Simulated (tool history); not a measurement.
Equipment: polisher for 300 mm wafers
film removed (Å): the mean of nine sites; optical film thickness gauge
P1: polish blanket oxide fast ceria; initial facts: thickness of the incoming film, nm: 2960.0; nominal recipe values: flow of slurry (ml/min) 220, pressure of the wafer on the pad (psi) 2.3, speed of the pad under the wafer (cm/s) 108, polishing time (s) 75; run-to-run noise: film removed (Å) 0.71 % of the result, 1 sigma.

run,hour,flow of slurry (ml/min),pressure of the wafer on the pad (psi),speed of the pad under the wafer (cm/s),polishing time (s),wafers polished on this pad,hours since the slurry nozzle was cleaned,hours since the head pressure was calibrated,film removed (Å)
1,7.3,220,2.3,108,75,618,86.6,480.2,11607
2,12.1,220,2.3,108,75,668,91.4,485,11725
3,17.3,220,2.3,58,75,722,96.6,490.2,6227
4,22.2,220,1.7,108,75,772,101.5,495.1,8545.4
5,29.4,220,3.6,108,75,847,108.7,502.3,18066
6,34.4,220,2.3,82,114,898,113.7,507.3,13262
7,41.1,220,2.3,108,75,967,120.4,514,11738
8,46,220,1.7,70,75,1018,125.3,518.9,5550.9
9,51.7,220,2.3,158,93,1077,131,524.6,21168
10,59.3,220,2.3,108,38,1155,138.6,532.2,5839.2
# hour 61.7: head pressure recalibrated
11,68.8,220,2.3,108,75,1253,148.1,7.2,11604
12,74.4,220,2.3,108,118,1311,153.7,12.8,18139
13,83.7,220,2.3,108,75,1407,163,22.1,11487
14,90,220,2.3,108,75,1472,169.3,28.4,11552
15,98.2,220,2.3,148,75,1556,177.5,36.6,15981
16,106.5,295,2.3,108,75,1642,185.8,44.9,11988
17,113.9,130,2.3,108,75,1718,193.2,52.3,10675
18,120.2,220,2.3,108,75,1783,199.5,58.6,11479
19,128.6,220,2.3,108,75,1870,207.9,67,11357
20,138.1,220,2.3,108,75,1968,217.4,76.5,11194
21,147,220,2.3,108,75,2060,226.3,85.4,11184
22,155.6,220,2.3,108,75,2149,234.9,94,11113
23,162.2,220,2.3,108,75,2217,241.5,100.6,11068
24,169.5,220,2.3,108,75,2292,248.8,107.9,11120
25,176.4,220,2.3,108,75,2363,255.7,114.8,11118

For run 26, what comes out?
# hour 184: head pressure recalibrated
26,186.2,220,2.3,108,75,2465,265.5,2.2,?

film removed (Å): 11101
